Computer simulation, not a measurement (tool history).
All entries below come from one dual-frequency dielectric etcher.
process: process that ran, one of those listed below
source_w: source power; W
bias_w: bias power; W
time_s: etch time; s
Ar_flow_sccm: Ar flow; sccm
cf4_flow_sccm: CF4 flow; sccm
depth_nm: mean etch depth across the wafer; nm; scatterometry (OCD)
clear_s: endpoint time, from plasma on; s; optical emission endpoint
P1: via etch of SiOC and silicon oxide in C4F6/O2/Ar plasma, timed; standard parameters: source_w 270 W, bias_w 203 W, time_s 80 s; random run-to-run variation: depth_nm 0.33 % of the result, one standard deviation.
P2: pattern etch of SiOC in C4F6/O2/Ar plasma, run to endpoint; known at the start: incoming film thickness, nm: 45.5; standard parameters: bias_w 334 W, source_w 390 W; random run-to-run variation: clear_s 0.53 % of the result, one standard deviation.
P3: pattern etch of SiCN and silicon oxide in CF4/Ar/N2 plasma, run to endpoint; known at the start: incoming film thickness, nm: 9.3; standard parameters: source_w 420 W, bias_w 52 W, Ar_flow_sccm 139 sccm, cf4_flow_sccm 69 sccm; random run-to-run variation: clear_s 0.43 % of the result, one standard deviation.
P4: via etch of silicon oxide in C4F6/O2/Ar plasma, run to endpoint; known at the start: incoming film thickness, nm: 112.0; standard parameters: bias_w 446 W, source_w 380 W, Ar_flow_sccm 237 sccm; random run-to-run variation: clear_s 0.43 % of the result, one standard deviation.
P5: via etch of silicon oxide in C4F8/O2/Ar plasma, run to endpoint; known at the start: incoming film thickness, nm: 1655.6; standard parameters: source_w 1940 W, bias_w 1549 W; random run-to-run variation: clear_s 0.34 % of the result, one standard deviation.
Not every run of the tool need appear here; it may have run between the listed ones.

run,hour,process,source_w,bias_w,time_s,Ar_flow_sccm,cf4_flow_sccm,hours since the last wet clean,hours since the last source power generator calibration,hours since the last bias power generator calibration,depth_nm,clear_s
1,6.6,P1,270,203,80,,,243.4,2934.8,873,80.973,
2,15.1,P1,270,203,49,,,251.9,2943.3,881.5,49.764,
3,23.2,P1,370,203,80,,,260,2951.4,889.6,91.623,
4,33.6,P4,380,627,,237,,270.4,2961.8,900,,22.596
5,41.1,P2,390,227,,,,277.9,2969.3,907.5,,20.694
6,50,P1,270,203,80,,,286.8,2978.2,916.4,81.065,
7,59,P1,270,203,80,,,295.8,2987.2,925.4,81.588,
8,65.8,P4,380,446,,237,,302.6,2994,932.2,,25.808
9,76.3,P3,420,52,,103,69,313.1,3004.5,942.7,,12.491
10,87,P1,270,203,80,,,323.8,3015.2,953.4,81.383,
11,95,P2,390,334,,,,331.8,3023.2,961.4,,18.072
12,107.7,P1,160,203,104.5,,,344.5,3035.9,974.1,87.107,
13,118.5,P3,420,34,,139,69,355.3,3046.7,984.9,,15.03
14,129.6,P2,390,334,,,,366.4,3057.8,996,,18.327
15,141.3,P5,1580,1549,,,,378.1,3069.5,1007.7,,402.45
16,149.7,P1,270,203,80,,,386.5,3077.9,1016.1,81.188,
17,155.7,P1,270,142,80,,,392.5,3083.9,1022.1,72.833,
18,164.4,P5,1940,1549,,,,401.2,3092.6,1030.8,,368.73
19,176.1,P5,1940,2191,,,,412.9,3104.3,1042.5,,338.18
20,184,P3,420,52,,139,87,420.8,3112.2,1050.4,,12.57
21,193.3,P5,1940,1549,,,,430.1,3121.5,1059.7,,370.18
22,204.7,P3,420,52,,139,69,441.5,3132.9,1071.1,,13.123
23,215.6,P2,250,334,,,,452.4,3143.8,1082,,21.402
24,223.8,P1,270,203,111,,,460.6,3152,1090.2,112.36,
25,230.1,P4,380,446,,157,,466.9,3158.3,1096.5,,24.826
26,240,P1,270,243,80,,,476.8,3168.2,1106.4,86.787,
# hour 241: wet clean of the chamber
27,252.8,P3,250,52,,139,69,11.8,3181,1119.2,,20.905
28,263.8,P1,160,203,111.5,,,22.8,3192,1130.2,93.013,
29,273.2,P4,530,446,,237,,32.2,3201.4,1139.6,,22.653
30,282,P1,180,203,80,,,41,3210.2,1148.4,69.939,
31,289.9,P1,270,203,80,,,48.9,3218.1,1156.3,81.875,
32,302.2,P1,270,203,80,,,61.2,3230.4,1168.6,80.964,
33,312.9,P1,270,203,80,,,71.9,3241.1,1179.3,80.939,
34,318.9,P1,270,203,80,,,77.9,3247.1,1185.3,80.706,

Predict the results of run 35:
35,329.4,P1,270,203,80,,,88.4,3257.6,1195.8,?,

depth_nm: 80.347 nm

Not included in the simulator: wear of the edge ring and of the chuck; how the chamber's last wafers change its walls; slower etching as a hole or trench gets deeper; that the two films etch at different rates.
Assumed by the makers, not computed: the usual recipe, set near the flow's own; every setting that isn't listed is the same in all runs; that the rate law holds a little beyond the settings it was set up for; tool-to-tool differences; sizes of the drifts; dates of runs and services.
